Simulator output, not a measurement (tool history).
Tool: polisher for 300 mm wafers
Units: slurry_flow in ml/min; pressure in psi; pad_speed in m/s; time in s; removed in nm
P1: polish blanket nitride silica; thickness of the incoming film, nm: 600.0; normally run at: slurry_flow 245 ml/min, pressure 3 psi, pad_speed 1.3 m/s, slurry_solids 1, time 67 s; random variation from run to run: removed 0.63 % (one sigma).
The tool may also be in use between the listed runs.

Run 1, hour 14.9: slurry_flow 245 ml/min, pressure 3 psi, pad_speed 1.3 m/s, slurry_solids 1, time 67 s. Result: removed 39.814 nm.
At hour 18.1: conditioning disc replaced and pad reconditioned.
Run 2, hour 22.6: slurry_flow 245 ml/min, pressure 3 psi, pad_speed 1.3 m/s, slurry_solids 1, time 67 s. Result: removed 39.689 nm.
Run 3, hour 29.5: slurry_flow 245 ml/min, pressure 3 psi, pad_speed 1.3 m/s, slurry_solids 1, time 33 s. Result: removed 19.622 nm.
Run 4, hour 40.7: slurry_flow 245 ml/min, pressure 3 psi, pad_speed 1.3 m/s, slurry_solids 1, time 67 s. Result: removed 39.246 nm.
Run 5, hour 48.2: slurry_flow 180 ml/min, pressure 3 psi, pad_speed 1.3 m/s, slurry_solids 1, time 67 s. Result: removed 37.937 nm.
Run 6, hour 62.7: slurry_flow 245 ml/min, pressure 3 psi, pad_speed 2 m/s, slurry_solids 1, time 67 s. Result: removed 56.178 nm.
Run 7, hour 71.5: slurry_flow 245 ml/min, pressure 3 psi, pad_speed 1.3 m/s, slurry_solids 1, time 67 s. Result: removed 39.383 nm.
Run 8, hour 82.7: slurry_flow 350 ml/min, pressure 3 psi, pad_speed 1.8 m/s, slurry_solids 1, time 67 s. Result: removed 53.2 nm.
Run 9, hour 94.1: slurry_flow 245 ml/min, pressure 3 psi, pad_speed 0.8 m/s, slurry_solids 1, time 67 s. Result: removed 26.863 nm.
Run 10, hour 104.3: slurry_flow 245 ml/min, pressure 3 psi, pad_speed 1.3 m/s, slurry_solids 1, time 105 s. Result: removed 61.745 nm.
Run 11, hour 111.7: slurry_flow 245 ml/min, pressure 3 psi, pad_speed 1.3 m/s, slurry_solids 1, time 67 s. Result: removed 39.724 nm.

The next listed run, before its measurement:
Run 12, hour 122.6: slurry_flow 365 ml/min, pressure 3 psi, pad_speed 1.3 m/s, slurry_solids 1, time 67 s. Result: removed ?.

removed: 41.241 nm
